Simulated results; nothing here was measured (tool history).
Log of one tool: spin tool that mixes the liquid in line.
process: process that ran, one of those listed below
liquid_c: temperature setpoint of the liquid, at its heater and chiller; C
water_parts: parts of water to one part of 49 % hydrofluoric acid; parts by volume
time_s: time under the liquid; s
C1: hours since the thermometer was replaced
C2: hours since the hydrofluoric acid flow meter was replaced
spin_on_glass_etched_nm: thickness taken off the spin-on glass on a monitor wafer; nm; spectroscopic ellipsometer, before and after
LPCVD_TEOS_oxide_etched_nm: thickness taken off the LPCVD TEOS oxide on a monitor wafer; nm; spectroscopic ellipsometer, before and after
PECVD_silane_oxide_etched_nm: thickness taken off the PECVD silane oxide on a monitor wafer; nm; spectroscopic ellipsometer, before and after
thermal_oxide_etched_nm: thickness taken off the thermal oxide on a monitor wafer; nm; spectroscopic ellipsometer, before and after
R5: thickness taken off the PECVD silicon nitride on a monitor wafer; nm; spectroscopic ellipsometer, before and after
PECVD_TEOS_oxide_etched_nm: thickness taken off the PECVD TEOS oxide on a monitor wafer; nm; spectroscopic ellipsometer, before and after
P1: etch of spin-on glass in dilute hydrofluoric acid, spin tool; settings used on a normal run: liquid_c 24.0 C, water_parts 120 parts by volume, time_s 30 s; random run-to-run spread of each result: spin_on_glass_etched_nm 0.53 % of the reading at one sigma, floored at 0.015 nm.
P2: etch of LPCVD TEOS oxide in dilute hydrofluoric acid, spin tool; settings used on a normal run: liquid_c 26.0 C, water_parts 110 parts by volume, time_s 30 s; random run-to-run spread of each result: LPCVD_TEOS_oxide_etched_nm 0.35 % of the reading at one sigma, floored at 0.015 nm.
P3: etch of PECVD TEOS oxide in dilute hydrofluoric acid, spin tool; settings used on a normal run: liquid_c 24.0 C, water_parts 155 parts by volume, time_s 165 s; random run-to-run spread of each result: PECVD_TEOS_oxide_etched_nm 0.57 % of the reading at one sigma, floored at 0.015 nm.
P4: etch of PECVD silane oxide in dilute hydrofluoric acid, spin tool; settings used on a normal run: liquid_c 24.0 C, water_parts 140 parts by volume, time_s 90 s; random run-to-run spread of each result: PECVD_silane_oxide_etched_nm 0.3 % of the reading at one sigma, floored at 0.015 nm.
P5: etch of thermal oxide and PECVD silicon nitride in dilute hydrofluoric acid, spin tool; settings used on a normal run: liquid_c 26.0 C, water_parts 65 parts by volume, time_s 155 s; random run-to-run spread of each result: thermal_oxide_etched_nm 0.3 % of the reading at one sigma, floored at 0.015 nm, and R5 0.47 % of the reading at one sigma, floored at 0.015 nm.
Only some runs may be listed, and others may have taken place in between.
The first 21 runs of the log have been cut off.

{"run": 22, "hour": 102.7, "process": "P5", "liquid_c": 26.0, "water_parts": 65, "time_s": 155, "C1": 11.8, "C2": 1118.0, "thermal_oxide_etched_nm": 12.057, "R5": 4.6168}
{"run": 23, "hour": 109.4, "process": "P4", "liquid_c": 24.0, "water_parts": 140, "time_s": 90, "C1": 18.5, "C2": 1124.7, "PECVD_silane_oxide_etched_nm": 16.863}
{"run": 24, "hour": 114.9, "process": "P1", "liquid_c": 24.0, "water_parts": 205, "time_s": 30, "C1": 24.0, "C2": 1130.2, "spin_on_glass_etched_nm": 5.2296}
{"run": 25, "hour": 120.7, "process": "P3", "liquid_c": 24.0, "water_parts": 155, "time_s": 315, "C1": 29.8, "C2": 1136.0, "PECVD_TEOS_oxide_etched_nm": 25.974}
{"run": 26, "hour": 127.1, "process": "P2", "liquid_c": 26.0, "water_parts": 55, "time_s": 30, "C1": 36.2, "C2": 1142.4, "LPCVD_TEOS_oxide_etched_nm": 35.941}
{"run": 27, "hour": 131.7, "process": "P1", "liquid_c": 20.5, "water_parts": 120, "time_s": 30, "C1": 40.8, "C2": 1147.0, "spin_on_glass_etched_nm": 8.4497}
{"run": 28, "hour": 134.6, "process": "P5", "liquid_c": 26.0, "water_parts": 65, "time_s": 270, "C1": 43.7, "C2": 1149.9, "thermal_oxide_etched_nm": 21.122, "R5": 8.1411}
{"run": 29, "hour": 138.2, "process": "P1", "liquid_c": 24.0, "water_parts": 120, "time_s": 15, "C1": 47.3, "C2": 1153.5, "spin_on_glass_etched_nm": 4.8792}
{"run": 30, "hour": 141.8, "process": "P1", "liquid_c": 24.0, "water_parts": 120, "time_s": 30, "C1": 50.9, "C2": 1157.1, "spin_on_glass_etched_nm": 9.7524}
{"run": 31, "hour": 144.7, "process": "P3", "liquid_c": 24.0, "water_parts": 60, "time_s": 165, "C1": 53.8, "C2": 1160.0, "PECVD_TEOS_oxide_etched_nm": 39.207}

Run 32 comes next. What will it give?
{"run": 32, "hour": 149.8, "process": "P1", "liquid_c": 24.0, "water_parts": 120, "time_s": 30, "C1": 58.9, "C2": 1165.1, "spin_on_glass_etched_nm": "?"}

{"run 32": {"spin_on_glass_etched_nm": 9.7692}}

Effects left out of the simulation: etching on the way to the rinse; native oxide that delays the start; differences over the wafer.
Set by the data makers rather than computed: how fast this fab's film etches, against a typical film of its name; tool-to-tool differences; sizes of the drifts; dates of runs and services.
